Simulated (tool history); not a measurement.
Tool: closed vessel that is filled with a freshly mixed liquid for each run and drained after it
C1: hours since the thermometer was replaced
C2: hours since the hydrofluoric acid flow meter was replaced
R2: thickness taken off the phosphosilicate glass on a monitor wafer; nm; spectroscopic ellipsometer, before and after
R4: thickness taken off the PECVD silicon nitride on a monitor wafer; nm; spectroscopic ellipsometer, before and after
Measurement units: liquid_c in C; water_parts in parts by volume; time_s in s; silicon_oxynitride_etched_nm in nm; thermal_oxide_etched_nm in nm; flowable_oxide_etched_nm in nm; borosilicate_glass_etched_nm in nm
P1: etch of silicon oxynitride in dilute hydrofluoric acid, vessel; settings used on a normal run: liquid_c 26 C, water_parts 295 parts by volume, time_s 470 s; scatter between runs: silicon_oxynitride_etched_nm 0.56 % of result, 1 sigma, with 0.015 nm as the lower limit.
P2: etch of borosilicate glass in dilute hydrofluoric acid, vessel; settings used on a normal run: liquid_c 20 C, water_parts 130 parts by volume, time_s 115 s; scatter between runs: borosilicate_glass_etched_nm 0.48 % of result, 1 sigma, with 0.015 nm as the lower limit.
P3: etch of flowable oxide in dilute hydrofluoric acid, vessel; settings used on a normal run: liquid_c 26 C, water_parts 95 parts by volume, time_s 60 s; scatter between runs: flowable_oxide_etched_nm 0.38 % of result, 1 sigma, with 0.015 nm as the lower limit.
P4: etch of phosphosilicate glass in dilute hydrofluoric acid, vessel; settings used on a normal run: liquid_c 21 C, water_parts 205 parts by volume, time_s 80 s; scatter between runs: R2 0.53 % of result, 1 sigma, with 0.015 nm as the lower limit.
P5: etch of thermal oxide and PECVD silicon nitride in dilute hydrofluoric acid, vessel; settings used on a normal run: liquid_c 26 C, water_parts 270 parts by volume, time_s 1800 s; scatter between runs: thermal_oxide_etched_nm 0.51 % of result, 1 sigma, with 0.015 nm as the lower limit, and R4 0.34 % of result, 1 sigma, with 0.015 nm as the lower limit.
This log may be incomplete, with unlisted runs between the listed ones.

{"run": 1, "hour": 9.4, "process": "P1", "liquid_c": 26, "water_parts": 295, "time_s": 470, "C1": 809.8, "C2": 558, "silicon_oxynitride_etched_nm": 5.7645}
{"run": 2, "hour": 16.9, "process": "P4", "liquid_c": 21, "water_parts": 115, "time_s": 80, "C1": 817.3, "C2": 565.5, "R2": 36.738}
{"run": 3, "hour": 24.3, "process": "P1", "liquid_c": 19, "water_parts": 295, "time_s": 470, "C1": 824.7, "C2": 572.9, "silicon_oxynitride_etched_nm": 4.2634}
{"run": 4, "hour": 36.4, "process": "P1", "liquid_c": 26, "water_parts": 130, "time_s": 470, "C1": 836.8, "C2": 585, "silicon_oxynitride_etched_nm": 14.981}
{"run": 5, "hour": 52.8, "process": "P5", "liquid_c": 26, "water_parts": 270, "time_s": 1800, "C1": 853.2, "C2": 601.4, "thermal_oxide_etched_nm": 28.155, "R4": 27.645}
{"run": 6, "hour": 67.5, "process": "P3", "liquid_c": 26, "water_parts": 95, "time_s": 60, "C1": 867.9, "C2": 616.1, "flowable_oxide_etched_nm": 18.634}
{"run": 7, "hour": 83.3, "process": "P2", "liquid_c": 20, "water_parts": 130, "time_s": 115, "C1": 883.7, "C2": 631.9, "borosilicate_glass_etched_nm": 27.324}
{"run": 8, "hour": 97.2, "process": "P1", "liquid_c": 26, "water_parts": 295, "time_s": 470, "C1": 897.6, "C2": 645.8, "silicon_oxynitride_etched_nm": 5.8021}
{"run": 9, "hour": 114.2, "process": "P5", "liquid_c": 26, "water_parts": 150, "time_s": 1800, "C1": 914.6, "C2": 662.8, "thermal_oxide_etched_nm": 58.07, "R4": 50.098}
{"run": 10, "hour": 127.9, "process": "P2", "liquid_c": 26, "water_parts": 130, "time_s": 115, "C1": 928.3, "C2": 676.5, "borosilicate_glass_etched_nm": 34.473}
{"run": 11, "hour": 139.1, "process": "P3", "liquid_c": 26, "water_parts": 95, "time_s": 90, "C1": 939.5, "C2": 687.7, "flowable_oxide_etched_nm": 27.67}
{"run": 12, "hour": 148.0, "process": "P2", "liquid_c": 20, "water_parts": 130, "time_s": 45, "C1": 948.4, "C2": 696.6, "borosilicate_glass_etched_nm": 10.731}
{"run": 13, "hour": 162.1, "process": "P1", "liquid_c": 26, "water_parts": 115, "time_s": 155, "C1": 962.5, "C2": 710.7, "silicon_oxynitride_etched_nm": 5.6512}
{"run": 14, "hour": 175.1, "process": "P5", "liquid_c": 26, "water_parts": 270, "time_s": 1800, "C1": 975.5, "C2": 723.7, "thermal_oxide_etched_nm": 28.202, "R4": 27.816}
{"run": 15, "hour": 187.9, "process": "P1", "liquid_c": 26, "water_parts": 295, "time_s": 470, "C1": 988.3, "C2": 736.5, "silicon_oxynitride_etched_nm": 5.8245}
{"run": 16, "hour": 200.0, "process": "P1", "liquid_c": 26, "water_parts": 295, "time_s": 470, "C1": 1000.4, "C2": 748.6, "silicon_oxynitride_etched_nm": 5.7848}
{"run": 17, "hour": 210.5, "process": "P4", "liquid_c": 21, "water_parts": 205, "time_s": 145, "C1": 1010.9, "C2": 759.1, "R2": 33.869}
{"run": 18, "hour": 227.3, "process": "P1", "liquid_c": 26, "water_parts": 295, "time_s": 470, "C1": 1027.7, "C2": 775.9, "silicon_oxynitride_etched_nm": 5.776}
{"run": 19, "hour": 241.0, "process": "P1", "liquid_c": 32.5, "water_parts": 295, "time_s": 470, "C1": 1041.4, "C2": 789.6, "silicon_oxynitride_etched_nm": 7.447}
{"run": 20, "hour": 254.9, "process": "P1", "liquid_c": 26, "water_parts": 295, "time_s": 730, "C1": 1055.3, "C2": 803.5, "silicon_oxynitride_etched_nm": 8.9791}
{"run": 21, "hour": 266.6, "process": "P2", "liquid_c": 20, "water_parts": 130, "time_s": 115, "C1": 1067, "C2": 815.2, "borosilicate_glass_etched_nm": 27.382}
{"run": 22, "hour": 279.6, "process": "P2", "liquid_c": 20, "water_parts": 175, "time_s": 115, "C1": 1080, "C2": 828.2, "borosilicate_glass_etched_nm": 19.399}
{"run": 23, "hour": 289.0, "process": "P4", "liquid_c": 17, "water_parts": 205, "time_s": 80, "C1": 1089.4, "C2": 837.6, "R2": 15.949}
{"run": 24, "hour": 298.3, "process": "P1", "liquid_c": 26, "water_parts": 540, "time_s": 470, "C1": 1098.7, "C2": 846.9, "silicon_oxynitride_etched_nm": 2.6358}
{"run": 25, "hour": 315.5, "process": "P3", "liquid_c": 26, "water_parts": 95, "time_s": 60, "C1": 1115.9, "C2": 864.1, "flowable_oxide_etched_nm": 18.409}
{"run": 26, "hour": 328.8, "process": "P5", "liquid_c": 26, "water_parts": 270, "time_s": 2865, "C1": 1129.2, "C2": 877.4, "thermal_oxide_etched_nm": 44.661, "R4": 44.457}
{"run": 27, "hour": 343.7, "process": "P1", "liquid_c": 26, "water_parts": 295, "time_s": 175, "C1": 1144.1, "C2": 892.3, "silicon_oxynitride_etched_nm": 2.152}
{"run": 28, "hour": 360.8, "process": "P3", "liquid_c": 26, "water_parts": 30, "time_s": 60, "C1": 1161.2, "C2": 909.4, "flowable_oxide_etched_nm": 63.904}
{"run": 29, "hour": 374.4, "process": "P3", "liquid_c": 33.5, "water_parts": 95, "time_s": 60, "C1": 1174.8, "C2": 923, "flowable_oxide_etched_nm": 24.57}
{"run": 30, "hour": 389.7, "process": "P4", "liquid_c": 21, "water_parts": 205, "time_s": 80, "C1": 1190.1, "C2": 938.3, "R2": 18.535}
{"run": 31, "hour": 405.7, "process": "P5", "liquid_c": 18.5, "water_parts": 270, "time_s": 1800, "C1": 1206.1, "C2": 954.3, "thermal_oxide_etched_nm": 21.531, "R4": 17.401}
{"run": 32, "hour": 415.0, "process": "P1", "liquid_c": 26, "water_parts": 295, "time_s": 470, "C1": 1215.4, "C2": 963.6, "silicon_oxynitride_etched_nm": 5.7684}
{"run": 33, "hour": 428.9, "process": "P1", "liquid_c": 26, "water_parts": 295, "time_s": 470, "C1": 1229.3, "C2": 977.5, "silicon_oxynitride_etched_nm": 5.7646}
{"run": 34, "hour": 443.1, "process": "P1", "liquid_c": 26, "water_parts": 295, "time_s": 470, "C1": 1243.5, "C2": 991.7, "silicon_oxynitride_etched_nm": 5.908}
{"run": 35, "hour": 453.4, "process": "P1", "liquid_c": 26, "water_parts": 295, "time_s": 470, "C1": 1253.8, "C2": 1002, "silicon_oxynitride_etched_nm": 6.1583}
{"run": 36, "hour": 465.4, "process": "P1", "liquid_c": 26, "water_parts": 295, "time_s": 470, "C1": 1265.8, "C2": 1014, "silicon_oxynitride_etched_nm": 6.2164}
{"run": 37, "hour": 476.2, "process": "P1", "liquid_c": 26, "water_parts": 295, "time_s": 470, "C1": 1276.6, "C2": 1024.8, "silicon_oxynitride_etched_nm": 6.2508}
{"run": 38, "hour": 492.1, "process": "P1", "liquid_c": 26, "water_parts": 295, "time_s": 470, "C1": 1292.5, "C2": 1040.7, "silicon_oxynitride_etched_nm": 6.3108}
{"run": 39, "hour": 500.6, "process": "P1", "liquid_c": 26, "water_parts": 295, "time_s": 470, "C1": 1301, "C2": 1049.2, "silicon_oxynitride_etched_nm": 6.3414}
{"run": 40, "hour": 514.8, "process": "P1", "liquid_c": 26, "water_parts": 295, "time_s": 470, "C1": 1315.2, "C2": 1063.4, "silicon_oxynitride_etched_nm": 6.3035}
{"run": 41, "hour": 525.9, "process": "P1", "liquid_c": 26, "water_parts": 295, "time_s": 470, "C1": 1326.3, "C2": 1074.5, "silicon_oxynitride_etched_nm": 6.3119}
{"run": 42, "hour": 539.1, "process": "P1", "liquid_c": 26, "water_parts": 295, "time_s": 470, "C1": 1339.5, "C2": 1087.7, "silicon_oxynitride_etched_nm": 6.3802}

What P1 gives has crept off from where it sat before. The 2 causes that follow fit the log equally well, each at the size noted:
A: liquid hotter than its thermometer reads (K) = 2.2
B: hydrofluoric acid flow above the setpoint (%) = 7.74
At approximately hour 428.9, the process output began to creep.

Below are 4 check runs, each on a single wafer, with their results shown as question marks. Which of them would tell the listed causes apart, meaning the causes would give clearly different results under it?
{"run": "check 1", "hour": 552.3, "process": "P2", "liquid_c": 20, "water_parts": 130, "time_s": 115, "borosilicate_glass_etched_nm": "?"}
{"run": "check 2", "hour": 552.3, "process": "P3", "liquid_c": 26, "water_parts": 95, "time_s": 60, "flowable_oxide_etched_nm": "?"}
{"run": "check 3", "hour": 552.3, "process": "P4", "liquid_c": 21, "water_parts": 205, "time_s": 80, "R2": "?"}
{"run": "check 4", "hour": 552.3, "process": "P5", "liquid_c": 26, "water_parts": 270, "time_s": 1800, "thermal_oxide_etched_nm": "?", "R4": "?"}

If the cause were each of the candidates in turn, the checks would give the following:
check=check_1 result=borosilicate_glass_etched_nm if_A=29.993 if_B=29.9
check=check_2 result=flowable_oxide_etched_nm if_A=20.157 if_B=20.123
check=check_3 result=R2 if_A=20.262 if_B=20.397
check=check_4 result=thermal_oxide_etched_nm if_A=30.367 if_B=30.984
check=check_4 result=R4 if_A=31.744 if_B=29.99
Per check, the gap between the least separated pair of causes, taken in the result that splits them most: check 1 0.31 %; check 2 0.17 %; check 3 0.66 %; check 4 5.68 %
Check 4 distinguishes between the causes, while the remaining checks would return nearly the same result for all of them.

Here is what check 4 returned: thermal_oxide_etched_nm 31.302 nm; R4 29.891 nm. Which cause is it?

It was cause B: hydrofluoric acid flow above the setpoint (%).
